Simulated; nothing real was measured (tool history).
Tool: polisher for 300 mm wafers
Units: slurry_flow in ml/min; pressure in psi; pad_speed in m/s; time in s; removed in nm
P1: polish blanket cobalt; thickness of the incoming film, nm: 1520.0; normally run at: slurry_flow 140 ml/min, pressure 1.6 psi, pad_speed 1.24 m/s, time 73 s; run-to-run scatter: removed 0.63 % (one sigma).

run 1 hour=14.2 | slurry_flow=140 pressure=1.6 pad_speed=1.24 time=73 | removed=371.64
run 2 hour=31.1 | slurry_flow=140 pressure=1.6 pad_speed=1.24 time=112 | removed=566.90
run 3 hour=44.3 | slurry_flow=140 pressure=1.6 pad_speed=1.24 time=50 | removed=255.16
run 4 hour=58.1 | slurry_flow=140 pressure=1.6 pad_speed=1.24 time=73 | removed=371.29
run 5 hour=72.3 | slurry_flow=205 pressure=1.6 pad_speed=1.24 time=73 | removed=396.64
run 6 hour=84.8 | slurry_flow=140 pressure=1.6 pad_speed=1.56 time=73 | removed=468.76
run 7 hour=94.8 | slurry_flow=140 pressure=1.6 pad_speed=1.24 time=73 | removed=374.15
run 8 hour=110.8 | slurry_flow=140 pressure=1.6 pad_speed=1.24 time=73 | removed=373.69
run 9 hour=128.8 | slurry_flow=85 pressure=1.6 pad_speed=1.24 time=73 | removed=330.92
run 10 hour=142.8 | slurry_flow=140 pressure=1.6 pad_speed=0.84 time=73 | removed=253.47
run 11 hour=151.3 | slurry_flow=140 pressure=1.6 pad_speed=1.24 time=73 | removed=370.46
run 12 hour=168.0 | slurry_flow=140 pressure=1.6 pad_speed=1.24 time=73 | removed=373.41
-- hour=171.3 worn pad replaced by a new one
run 13 hour=183.5 | slurry_flow=140 pressure=0.8 pad_speed=1.24 time=73 | removed=186.31
run 14 hour=196.4 | slurry_flow=140 pressure=2.5 pad_speed=1.24 time=73 | removed=572.76
run 15 hour=207.3 | slurry_flow=140 pressure=0.7 pad_speed=1.78 time=73 | removed=234.69
run 16 hour=225.0 | slurry_flow=140 pressure=1.6 pad_speed=1.24 time=73 | removed=376.14
run 17 hour=240.4 | slurry_flow=140 pressure=1.6 pad_speed=1.24 time=73 | removed=373.85
run 18 hour=257.3 | slurry_flow=140 pressure=1.6 pad_speed=1.24 time=73 | removed=358.82
run 19 hour=270.3 | slurry_flow=140 pressure=1.6 pad_speed=1.24 time=73 | removed=348.38
run 20 hour=286.7 | slurry_flow=140 pressure=1.6 pad_speed=1.24 time=73 | removed=347.94
run 21 hour=294.7 | slurry_flow=140 pressure=1.6 pad_speed=1.24 time=73 | removed=340.89
run 22 hour=310.2 | slurry_flow=140 pressure=1.6 pad_speed=1.24 time=73 | removed=341.79
run 23 hour=319.3 | slurry_flow=140 pressure=1.6 pad_speed=1.24 time=73 | removed=339.33
-- hour=326.8 worn pad replaced by a new one
run 24 hour=332.2 | slurry_flow=140 pressure=1.6 pad_speed=1.24 time=73 | removed=337.49
run 25 hour=347.2 | slurry_flow=140 pressure=1.6 pad_speed=1.24 time=73 | removed=338.54
run 26 hour=358.4 | slurry_flow=140 pressure=1.6 pad_speed=1.24 time=73 | removed=334.04
run 27 hour=366.7 | slurry_flow=140 pressure=1.6 pad_speed=1.24 time=73 | removed=330.70
run 28 hour=377.1 | slurry_flow=140 pressure=1.6 pad_speed=1.24 time=73 | removed=333.96

What P1 gives has crept away from where it was. These 2 causes fit the log equally well, each at the size given:
A: slurry flow missing at the pad, % = 35.8
B: head's pressure below its setpoint, % = 9.51
The creep began at about hour 240.4.
Why every other cause is out:
removal rate lost through wear of the pad, %: serviced at hour 326.8, which brought nothing back

4 check runs are offered, each on 2 wafers whose results are averaged, their results left as question marks. Which one tells the causes apart?
run check 1 hour=387.5 | slurry_flow=140 pressure=1.6 pad_speed=0.94 time=50 | removed=?
run check 2 hour=387.5 | slurry_flow=140 pressure=2.2 pad_speed=1.24 time=73 | removed=?
run check 3 hour=387.5 | slurry_flow=140 pressure=0.8 pad_speed=1.24 time=73 | removed=?
run check 4 hour=387.5 | slurry_flow=100 pressure=1.6 pad_speed=1.24 time=73 | removed=?

What each check would give under each cause:
check=check_1 result=removed if_A=174.54 if_B=174.57
check=check_2 result=removed if_A=462.22 if_B=462.30
check=check_3 result=removed if_A=168.08 if_B=168.11
check=check_4 result=removed if_A=302.23 if_B=312.77
How far apart the two closest causes lie, in the result that separates them most: check 1 0.02 %; check 2 0.02 %; check 3 0.02 %; check 4 3.43 %
Only check 4 tells the causes apart: in the others they would give nearly the same result.

Check 4 was then run and gave: removed 312.62 nm. Which cause is it?

It is B: head's pressure below its setpoint, %.

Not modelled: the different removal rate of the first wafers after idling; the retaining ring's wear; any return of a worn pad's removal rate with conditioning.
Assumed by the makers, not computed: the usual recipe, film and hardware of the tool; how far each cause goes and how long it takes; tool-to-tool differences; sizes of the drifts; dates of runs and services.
